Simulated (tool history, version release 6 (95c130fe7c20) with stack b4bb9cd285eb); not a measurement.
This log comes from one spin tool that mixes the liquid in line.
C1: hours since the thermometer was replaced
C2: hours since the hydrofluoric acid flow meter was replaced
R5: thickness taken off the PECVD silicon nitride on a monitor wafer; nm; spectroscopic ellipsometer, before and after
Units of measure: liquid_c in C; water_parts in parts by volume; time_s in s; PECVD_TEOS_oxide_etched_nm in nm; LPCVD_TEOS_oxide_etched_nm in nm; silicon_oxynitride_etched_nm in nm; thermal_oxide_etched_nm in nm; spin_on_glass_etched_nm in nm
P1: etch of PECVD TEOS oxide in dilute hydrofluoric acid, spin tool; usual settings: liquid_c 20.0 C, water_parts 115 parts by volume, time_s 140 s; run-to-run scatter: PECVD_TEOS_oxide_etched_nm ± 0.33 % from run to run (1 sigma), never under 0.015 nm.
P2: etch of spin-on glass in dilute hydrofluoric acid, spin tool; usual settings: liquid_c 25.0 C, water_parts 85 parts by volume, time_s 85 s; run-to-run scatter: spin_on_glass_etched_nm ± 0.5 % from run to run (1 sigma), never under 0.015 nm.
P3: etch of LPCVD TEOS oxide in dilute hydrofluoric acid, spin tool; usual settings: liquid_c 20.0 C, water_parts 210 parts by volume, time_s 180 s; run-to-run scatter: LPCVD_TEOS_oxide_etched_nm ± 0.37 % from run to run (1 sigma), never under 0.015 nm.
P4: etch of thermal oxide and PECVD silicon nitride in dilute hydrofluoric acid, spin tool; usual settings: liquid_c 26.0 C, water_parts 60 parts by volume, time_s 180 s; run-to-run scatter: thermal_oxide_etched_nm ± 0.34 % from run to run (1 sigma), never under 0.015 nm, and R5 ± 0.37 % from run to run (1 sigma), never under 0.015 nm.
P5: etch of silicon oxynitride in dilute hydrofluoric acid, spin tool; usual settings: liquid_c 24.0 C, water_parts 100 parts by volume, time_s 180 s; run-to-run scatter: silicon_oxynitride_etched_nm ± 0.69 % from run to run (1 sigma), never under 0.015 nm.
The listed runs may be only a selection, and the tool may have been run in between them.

run 1 hour=9.5 | process=P1 liquid_c=20.0 water_parts=115 time_s=140 | C1=148.9 C2=632.1 | PECVD_TEOS_oxide_etched_nm=23.272
run 2 hour=16.9 | process=P1 liquid_c=17.0 water_parts=75 time_s=140 | C1=156.3 C2=639.5 | PECVD_TEOS_oxide_etched_nm=33.052
run 3 hour=26.9 | process=P3 liquid_c=20.0 water_parts=210 time_s=80 | C1=166.3 C2=649.5 | LPCVD_TEOS_oxide_etched_nm=8.2441
run 4 hour=38.0 | process=P1 liquid_c=20.0 water_parts=115 time_s=140 | C1=177.4 C2=660.6 | PECVD_TEOS_oxide_etched_nm=23.190
run 5 hour=48.3 | process=P3 liquid_c=25.5 water_parts=210 time_s=180 | C1=187.7 C2=670.9 | LPCVD_TEOS_oxide_etched_nm=22.7810
run 6 hour=56.1 | process=P1 liquid_c=20.0 water_parts=115 time_s=140 | C1=195.5 C2=678.7 | PECVD_TEOS_oxide_etched_nm=23.282
run 7 hour=65.7 | process=P5 liquid_c=24.0 water_parts=175 time_s=180 | C1=205.1 C2=688.3 | silicon_oxynitride_etched_nm=2.1086
run 8 hour=72.5 | process=P5 liquid_c=24.0 water_parts=100 time_s=180 | C1=211.9 C2=695.1 | silicon_oxynitride_etched_nm=3.8780
run 9 hour=81.8 | process=P1 liquid_c=20.0 water_parts=115 time_s=25 | C1=221.2 C2=704.4 | PECVD_TEOS_oxide_etched_nm=4.145
run 10 hour=87.8 | process=P4 liquid_c=26.0 water_parts=60 time_s=360 | C1=227.2 C2=710.4 | thermal_oxide_etched_nm=33.7600 R5=16.4760
run 11 hour=93.1 | process=P2 liquid_c=25.0 water_parts=55 time_s=85 | C1=232.5 C2=715.7 | spin_on_glass_etched_nm=55.9920
run 12 hour=102.5 | process=P3 liquid_c=20.0 water_parts=35 time_s=180 | C1=241.9 C2=725.1 | LPCVD_TEOS_oxide_etched_nm=134.7700
run 13 hour=110.8 | process=P4 liquid_c=26.0 water_parts=60 time_s=180 | C1=250.2 C2=733.4 | thermal_oxide_etched_nm=16.9770 R5=8.1614
run 14 hour=121.9 | process=P1 liquid_c=20.0 water_parts=25 time_s=140 | C1=261.3 C2=744.5 | PECVD_TEOS_oxide_etched_nm=119.580
run 15 hour=130.3 | process=P1 liquid_c=17.0 water_parts=115 time_s=140 | C1=269.7 C2=752.9 | PECVD_TEOS_oxide_etched_nm=20.584
-- hour=131.4 hydrofluoric acid flow meter replaced
run 16 hour=137.0 | process=P4 liquid_c=26.0 water_parts=60 time_s=180 | C1=276.4 C2=5.7 | thermal_oxide_etched_nm=16.8830 R5=8.2401
run 17 hour=147.9 | process=P4 liquid_c=26.0 water_parts=110 time_s=180 | C1=287.3 C2=16.6 | thermal_oxide_etched_nm=8.6533 R5=4.5190
run 18 hour=158.9 | process=P5 liquid_c=24.0 water_parts=100 time_s=100 | C1=298.3 C2=27.6 | silicon_oxynitride_etched_nm=2.1960
run 19 hour=165.1 | process=P1 liquid_c=20.0 water_parts=115 time_s=140 | C1=304.5 C2=33.8 | PECVD_TEOS_oxide_etched_nm=23.324
run 20 hour=175.5 | process=P1 liquid_c=25.5 water_parts=115 time_s=140 | C1=314.9 C2=44.2 | PECVD_TEOS_oxide_etched_nm=29.008
run 21 hour=181.3 | process=P1 liquid_c=20.0 water_parts=115 time_s=260 | C1=320.7 C2=50.0 | PECVD_TEOS_oxide_etched_nm=43.092
run 22 hour=191.5 | process=P3 liquid_c=20.0 water_parts=210 time_s=180 | C1=330.9 C2=60.2 | LPCVD_TEOS_oxide_etched_nm=18.6260
run 23 hour=200.0 | process=P5 liquid_c=24.0 water_parts=100 time_s=180 | C1=339.4 C2=68.7 | silicon_oxynitride_etched_nm=3.8853
run 24 hour=210.6 | process=P1 liquid_c=20.0 water_parts=115 time_s=140 | C1=350.0 C2=79.3 | PECVD_TEOS_oxide_etched_nm=23.377
run 25 hour=222.0 | process=P3 liquid_c=20.0 water_parts=210 time_s=180 | C1=361.4 C2=90.7 | LPCVD_TEOS_oxide_etched_nm=18.4150
-- hour=229.2 thermometer replaced
run 26 hour=229.2 | process=P2 liquid_c=33.0 water_parts=85 time_s=85 | C1=0.0 C2=97.9 | spin_on_glass_etched_nm=47.0300
run 27 hour=236.7 | process=P2 liquid_c=25.0 water_parts=85 time_s=85 | C1=7.5 C2=105.4 | spin_on_glass_etched_nm=34.4690
run 28 hour=244.7 | process=P4 liquid_c=21.5 water_parts=60 time_s=180 | C1=15.5 C2=113.4 | thermal_oxide_etched_nm=14.1260 R5=6.1460
run 29 hour=254.0 | process=P2 liquid_c=25.0 water_parts=85 time_s=15 | C1=24.8 C2=122.7 | spin_on_glass_etched_nm=6.1049
run 30 hour=262.3 | process=P5 liquid_c=17.5 water_parts=100 time_s=180 | C1=33.1 C2=131.0 | silicon_oxynitride_etched_nm=2.8584
run 31 hour=269.6 | process=P1 liquid_c=20.0 water_parts=160 time_s=140 | C1=40.4 C2=138.3 | PECVD_TEOS_oxide_etched_nm=16.019
run 32 hour=276.3 | process=P1 liquid_c=17.0 water_parts=70 time_s=140 | C1=47.1 C2=145.0 | PECVD_TEOS_oxide_etched_nm=35.405
run 33 hour=286.4 | process=P1 liquid_c=20.0 water_parts=115 time_s=140 | C1=57.2 C2=155.1 | PECVD_TEOS_oxide_etched_nm=23.324
run 34 hour=292.3 | process=P1 liquid_c=20.0 water_parts=115 time_s=140 | C1=63.1 C2=161.0 | PECVD_TEOS_oxide_etched_nm=23.747
run 35 hour=302.3 | process=P1 liquid_c=20.0 water_parts=115 time_s=140 | C1=73.1 C2=171.0 | PECVD_TEOS_oxide_etched_nm=23.936
run 36 hour=312.8 | process=P1 liquid_c=20.0 water_parts=115 time_s=140 | C1=83.6 C2=181.5 | PECVD_TEOS_oxide_etched_nm=24.440
run 37 hour=318.6 | process=P1 liquid_c=20.0 water_parts=115 time_s=140 | C1=89.4 C2=187.3 | PECVD_TEOS_oxide_etched_nm=24.484
run 38 hour=327.5 | process=P1 liquid_c=20.0 water_parts=115 time_s=140 | C1=98.3 C2=196.2 | PECVD_TEOS_oxide_etched_nm=24.594
run 39 hour=333.5 | process=P1 liquid_c=20.0 water_parts=115 time_s=140 | C1=104.3 C2=202.2 | PECVD_TEOS_oxide_etched_nm=24.814
run 40 hour=344.3 | process=P1 liquid_c=20.0 water_parts=115 time_s=140 | C1=115.1 C2=213.0 | PECVD_TEOS_oxide_etched_nm=24.822
run 41 hour=352.6 | process=P1 liquid_c=20.0 water_parts=115 time_s=140 | C1=123.4 C2=221.3 | PECVD_TEOS_oxide_etched_nm=24.810
run 42 hour=361.9 | process=P1 liquid_c=20.0 water_parts=115 time_s=140 | C1=132.7 C2=230.6 | PECVD_TEOS_oxide_etched_nm=24.833

The log shows P1 creeping away from where it was. Any of the 2 causes listed here, at the size stated for it, fits the log just as well as the others:
A: liquid hotter than its thermometer reads (K) = 1.52
B: hydrofluoric acid flow above the setpoint (%) = 5.62
At approximately hour 286.4, the process output began to creep.

Of the 4 check runs listed below, each run on one wafer and each result written as a question mark, which would let you distinguish the listed causes because they would give clearly different results?
run check 1 hour=371.2 | process=P3 liquid_c=25.5 water_parts=110 time_s=180 | LPCVD_TEOS_oxide_etched_nm=?
run check 2 hour=371.2 | process=P4 liquid_c=26.0 water_parts=105 time_s=320 | thermal_oxide_etched_nm=? R5=?
run check 3 hour=371.2 | process=P5 liquid_c=24.0 water_parts=130 time_s=180 | silicon_oxynitride_etched_nm=?
run check 4 hour=371.2 | process=P2 liquid_c=32.0 water_parts=85 time_s=45 | spin_on_glass_etched_nm=?

How each check would come out, cause by cause:
check=check_1 result=LPCVD_TEOS_oxide_etched_nm if_A=51.7760 if_B=51.9560
check=check_2 result=thermal_oxide_etched_nm if_A=17.1980 if_B=17.2570
check=check_2 result=R5 if_A=9.2589 if_B=8.8660
check=check_3 result=silicon_oxynitride_etched_nm if_A=3.1429 if_B=3.1125
check=check_4 result=spin_on_glass_etched_nm if_A=25.4260 if_B=25.5580
Distance between the nearest two causes, measured in the result of the check that separates them most: check 1 0.35 %; check 2 4.34 %; check 3 0.97 %; check 4 0.52 %
The causes can be told apart only by check 2. The other checks would give nearly the same results under each of them.

Then check 2 was run and gave: thermal_oxide_etched_nm 17.2840 nm; R5 9.2365 nm. Which cause is it?

Of the candidate causes, it is A: liquid hotter than its thermometer reads (K).

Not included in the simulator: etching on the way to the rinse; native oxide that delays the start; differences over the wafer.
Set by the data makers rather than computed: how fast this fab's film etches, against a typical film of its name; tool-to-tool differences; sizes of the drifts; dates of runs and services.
